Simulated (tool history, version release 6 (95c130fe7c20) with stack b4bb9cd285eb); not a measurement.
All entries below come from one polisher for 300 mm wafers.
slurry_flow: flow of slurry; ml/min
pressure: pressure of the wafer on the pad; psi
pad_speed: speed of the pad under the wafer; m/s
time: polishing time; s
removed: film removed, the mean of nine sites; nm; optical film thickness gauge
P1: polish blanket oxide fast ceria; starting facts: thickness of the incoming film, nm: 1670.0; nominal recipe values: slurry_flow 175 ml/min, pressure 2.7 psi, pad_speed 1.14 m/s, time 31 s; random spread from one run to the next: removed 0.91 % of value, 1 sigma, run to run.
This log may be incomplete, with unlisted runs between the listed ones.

run     day  slurry_flow  pressure  pad_speed  time  wafers polished on this pad  hours since the slurry nozzle was cleaned  hours since the head pressure was calibrated  removed
  1   0.346          175       2.7       1.14    31                          410                                      104.3                                         182.9   567.78
  2   0.938          175       2.7       1.14    31                          503                                      118.5                                         197.1    574.3
  3   1.612          175       2.7       1.46    31                          608                                      134.7                                         213.3   726.03
  4   2.308          175       1.3       1.14    31                          717                                      151.4                                           230   278.25
  5   2.838          105       2.7       1.14    31                          800                                      164.1                                         242.7   518.47
      3.225  -- head pressure recalibrated
  6   3.467          125       3.7       1.14    31                          899                                      179.2                                           5.9   741.69
  7   4.108          175       2.7       1.14    49                          999                                      194.6                                          21.3   913.38
  8   4.583          175       2.7       1.14    31                         1074                                        206                                          32.7   564.95
  9   4.946          175       2.7       1.14    31                         1130                                      214.7                                          41.4   560.34
 10   5.483          175       4.2       1.14    31                         1215                                      227.6                                          54.3   897.65
 11   6.025          175       2.7        1.4    48                         1299                                      240.6                                          67.3   1081.4
 12   6.375          175       2.7       0.54    31                         1354                                        249                                          75.7   269.51
 13   7.042          175       2.7       1.14    31                         1459                                        265                                          91.7   570.74
 14   7.562          175       2.7       1.14    31                         1540                                      277.5                                         104.2   574.01
      7.783  -- worn pad replaced by a new one
 15   8.192          175       2.7       1.14    15                           64                                      292.6                                         119.3   279.07
 16   8.721          255       1.7       1.14    31                          146                                      305.3                                           132   380.21
 17   9.121          240       2.7       1.14    31                          209                                      314.9                                         141.6   598.46
 18   9.808          175       2.7       1.14    31                          317                                      331.4                                         158.1   573.52
 19  10.292          175       2.7       1.14    31                          392                                        343                                         169.7    564.2
 20  10.838          175       2.7       1.14    31                          478                                      356.1                                         182.8   543.09
 21  11.146          175       2.7       1.14    31                          526                                      363.5                                         190.2   539.29
 22  11.842          175       2.7       1.14    31                          635                                      380.2                                         206.9   536.16
     11.904  -- worn pad replaced by a new one
 23  12.246          175       2.7       1.14    31                           53                                      389.9                                         216.6   541.29
 24   12.95          175       2.7       1.14    31                          164                                      406.8                                         233.5   521.66
 25  13.608          175       2.7       1.14    31                          267                                      422.6                                         249.3   533.41
 26  13.954          175       2.7       1.14    31                          321                                      430.9                                         257.6   535.02
 27  14.342          175       2.7       1.14    31                          382                                      440.2                                         266.9   531.29
 28  14.688          175       2.7       1.14    31                          436                                      448.5                                         275.2   524.82

P1 no longer gives what it gave before; its output has crept away from where it was. The following 2 causes, each at its listed size, fit the log equally well:
A: slurry flow missing at the pad, % = 35.6
B: head's pressure below its setpoint, % = 7.83
The drift started at roughly day 9.808.
Each remaining cause and why it is not a fit:
removal rate lost through wear of the pad, %: serviced at day 11.904, after the drift had started, without restoring the earlier output

Below are 4 check runs, each averaged over 2 wafers, with their results shown as question marks. Which of them would give clearly different results depending on which cause is behind the drift?
check 1  15.033          175       3.8       1.14    31                                                                                                                              ?
check 2  15.033          105       2.7       0.56    31                                                                                                                              ?
check 3  15.033          175       1.6       1.14    16                                                                                                                              ?
check 4  15.033          175       3.9       1.14    47                                                                                                                              ?

What every check run would give for each of its results, assuming each possible cause in turn:
  check   result    if A    if B
check 1  removed  744.63  744.71
check 2  removed  224.82  235.64
check 3  removed  161.82  161.84
check 4  removed  1158.7  1158.8
Per-check spread between the two closest causes, in the result where they differ most: check 1 0.01 %; check 2 4.7 %; check 3 0.01 %; check 4 0.01 %
The other checks would show nearly matching results whichever cause is true, so check 2 is the only one that separates the causes.

With check 2 done, the readings were: removed 225.03 nm. Identify which of the listed causes applies.

The cause is A: slurry flow missing at the pad, %.
